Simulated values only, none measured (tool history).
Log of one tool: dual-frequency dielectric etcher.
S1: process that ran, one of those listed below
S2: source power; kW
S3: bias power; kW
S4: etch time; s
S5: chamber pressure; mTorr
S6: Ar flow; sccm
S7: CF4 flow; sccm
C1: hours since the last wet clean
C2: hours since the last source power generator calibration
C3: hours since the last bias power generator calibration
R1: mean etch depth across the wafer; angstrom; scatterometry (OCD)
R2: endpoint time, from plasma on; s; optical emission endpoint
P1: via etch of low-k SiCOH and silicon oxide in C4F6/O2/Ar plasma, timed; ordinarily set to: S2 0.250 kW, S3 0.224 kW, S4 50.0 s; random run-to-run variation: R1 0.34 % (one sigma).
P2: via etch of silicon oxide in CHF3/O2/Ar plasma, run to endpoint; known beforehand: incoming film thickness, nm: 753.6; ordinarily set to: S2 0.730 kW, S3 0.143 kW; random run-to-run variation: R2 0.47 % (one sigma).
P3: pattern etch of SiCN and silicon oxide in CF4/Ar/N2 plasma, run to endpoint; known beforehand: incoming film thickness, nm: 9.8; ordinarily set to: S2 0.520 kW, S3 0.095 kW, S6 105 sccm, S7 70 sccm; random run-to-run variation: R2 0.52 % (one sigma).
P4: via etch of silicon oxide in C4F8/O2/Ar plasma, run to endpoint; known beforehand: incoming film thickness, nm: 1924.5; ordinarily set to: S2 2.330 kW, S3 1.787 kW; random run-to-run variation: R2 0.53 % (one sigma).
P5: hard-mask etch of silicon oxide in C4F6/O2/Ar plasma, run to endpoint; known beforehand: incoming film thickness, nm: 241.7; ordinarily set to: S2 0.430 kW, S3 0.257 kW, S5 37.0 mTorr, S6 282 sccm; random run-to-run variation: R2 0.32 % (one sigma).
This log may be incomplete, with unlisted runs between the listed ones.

Run 1, hour 6.1: S1 P1, S2 0.250 kW, S3 0.224 kW, S4 50.0 s; C1 68.8; C2 1375.8; C3 729.3. Result: R1 1270.50 angstrom.
Run 2, hour 15.5: S1 P5, S2 0.430 kW, S3 0.257 kW, S5 37.0 mTorr, S6 282 sccm; C1 78.2; C2 1385.2; C3 738.7. Result: R2 68.5040 s.
Run 3, hour 22.0: S1 P2, S2 0.730 kW, S3 0.143 kW; C1 84.7; C2 1391.7; C3 745.2. Result: R2 393.3200 s.
Run 4, hour 28.8: S1 P4, S2 2.330 kW, S3 1.787 kW; C1 91.5; C2 1398.5; C3 752.0. Result: R2 374.5600 s.
Run 5, hour 38.0: S1 P1, S2 0.300 kW, S3 0.224 kW, S4 50.0 s; C1 100.7; C2 1407.7; C3 761.2. Result: R1 1370.60 angstrom.
Run 6, hour 47.9: S1 P1, S2 0.250 kW, S3 0.169 kW, S4 28.0 s; C1 110.6; C2 1417.6; C3 771.1. Result: R1 650.55 angstrom.
Run 7, hour 55.6: S1 P1, S2 0.250 kW, S3 0.224 kW, S4 27.5 s; C1 118.3; C2 1425.3; C3 778.8. Result: R1 703.07 angstrom.
Run 8, hour 64.2: S1 P4, S2 2.330 kW, S3 2.169 kW; C1 126.9; C2 1433.9; C3 787.4. Result: R2 355.1400 s.
Run 9, hour 73.4: S1 P3, S2 0.520 kW, S3 0.095 kW, S6 105 sccm, S7 49 sccm; C1 136.1; C2 1443.1; C3 796.6. Result: R2 9.4765 s.
Run 10, hour 80.0: S1 P1, S2 0.250 kW, S3 0.224 kW, S4 50.0 s; C1 142.7; C2 1449.7; C3 803.2. Result: R1 1276.60 angstrom.
Run 11, hour 90.5: S1 P3, S2 0.390 kW, S3 0.095 kW, S6 105 sccm, S7 70 sccm; C1 153.2; C2 1460.2; C3 813.7. Result: R2 11.4530 s.
Run 12, hour 95.6: S1 P5, S2 0.430 kW, S3 0.323 kW, S5 37.0 mTorr, S6 282 sccm; C1 158.3; C2 1465.3; C3 818.8. Result: R2 63.5700 s.
Run 13, hour 103.2: S1 P2, S2 0.950 kW, S3 0.143 kW; C1 165.9; C2 1472.9; C3 826.4. Result: R2 352.1000 s.
Run 14, hour 113.7: S1 P1, S2 0.250 kW, S3 0.286 kW, S4 50.0 s; C1 176.4; C2 1483.4; C3 836.9. Result: R1 1382.70 angstrom.
Run 15, hour 121.2: S1 P1, S2 0.250 kW, S3 0.151 kW, S4 50.0 s; C1 183.9; C2 1490.9; C3 844.4. Result: R1 1119.60 angstrom.
Run 16, hour 130.8: S1 P1, S2 0.210 kW, S3 0.224 kW, S4 50.0 s; C1 193.5; C2 1500.5; C3 854.0. Result: R1 1199.10 angstrom.
Run 17, hour 140.6: S1 P1, S2 0.250 kW, S3 0.224 kW, S4 50.0 s; C1 203.3; C2 1510.3; C3 863.8. Result: R1 1277.60 angstrom.
Run 18, hour 149.8: S1 P1, S2 0.250 kW, S3 0.224 kW, S4 50.0 s; C1 212.5; C2 1519.5; C3 873.0. Result: R1 1284.10 angstrom.
Run 19, hour 157.6: S1 P5, S2 0.430 kW, S3 0.257 kW, S5 47.5 mTorr, S6 282 sccm; C1 220.3; C2 1527.3; C3 880.8. Result: R2 70.8070 s.
Run 20, hour 165.1: S1 P1, S2 0.250 kW, S3 0.224 kW, S4 66.0 s; C1 227.8; C2 1534.8; C3 888.3. Result: R1 1696.70 angstrom.
Run 21, hour 173.3: S1 P3, S2 0.520 kW, S3 0.095 kW, S6 105 sccm, S7 70 sccm; C1 236.0; C2 1543.0; C3 896.5. Result: R2 8.9952 s.
Run 22, hour 181.1: S1 P5, S2 0.300 kW, S3 0.257 kW, S5 37.0 mTorr, S6 282 sccm; C1 243.8; C2 1550.8; C3 904.3. Result: R2 78.3050 s.
At hour 184.2: wet clean of the chamber.
Run 23, hour 189.7: S1 P3, S2 0.520 kW, S3 0.095 kW, S6 140 sccm, S7 70 sccm; C1 5.5; C2 1559.4; C3 912.9. Result: R2 9.3130 s.
At hour 198.1: source power generator calibrated.
Run 24, hour 200.4: S1 P3, S2 0.520 kW, S3 0.069 kW, S6 105 sccm, S7 70 sccm; C1 16.2; C2 2.3; C3 923.6. Result: R2 9.9902 s.
Run 25, hour 205.9: S1 P2, S2 0.730 kW, S3 0.084 kW; C1 21.7; C2 7.8; C3 929.1. Result: R2 453.6200 s.
Run 26, hour 213.8: S1 P3, S2 0.520 kW, S3 0.095 kW, S6 105 sccm, S7 70 sccm; C1 29.6; C2 15.7; C3 937.0. Result: R2 8.9238 s.
Run 27, hour 220.1: S1 P4, S2 1.800 kW, S3 1.787 kW; C1 35.9; C2 22.0; C3 943.3. Result: R2 413.7800 s.
Run 28, hour 226.0: S1 P2, S2 0.730 kW, S3 0.143 kW; C1 41.8; C2 27.9; C3 949.2. Result: R2 392.5700 s.
Run 29, hour 232.3: S1 P4, S2 2.330 kW, S3 1.787 kW; C1 48.1; C2 34.2; C3 955.5. Result: R2 372.5000 s.
Run 30, hour 239.5: S1 P5, S2 0.430 kW, S3 0.257 kW, S5 37.0 mTorr, S6 204 sccm; C1 55.3; C2 41.4; C3 962.7. Result: R2 66.3790 s.
Run 31, hour 248.5: S1 P1, S2 0.250 kW, S3 0.224 kW, S4 50.0 s; C1 64.3; C2 50.4; C3 971.7. Result: R1 1282.10 angstrom.

Estimate the outcome of run 32 from the log above:
Run 32, hour 253.2: S1 P1, S2 0.250 kW, S3 0.224 kW, S4 50.0 s; C1 69.0; C2 55.1; C3 976.4. Result: R1 ?.

Run 32 came out at R1 1274.10 angstrom.

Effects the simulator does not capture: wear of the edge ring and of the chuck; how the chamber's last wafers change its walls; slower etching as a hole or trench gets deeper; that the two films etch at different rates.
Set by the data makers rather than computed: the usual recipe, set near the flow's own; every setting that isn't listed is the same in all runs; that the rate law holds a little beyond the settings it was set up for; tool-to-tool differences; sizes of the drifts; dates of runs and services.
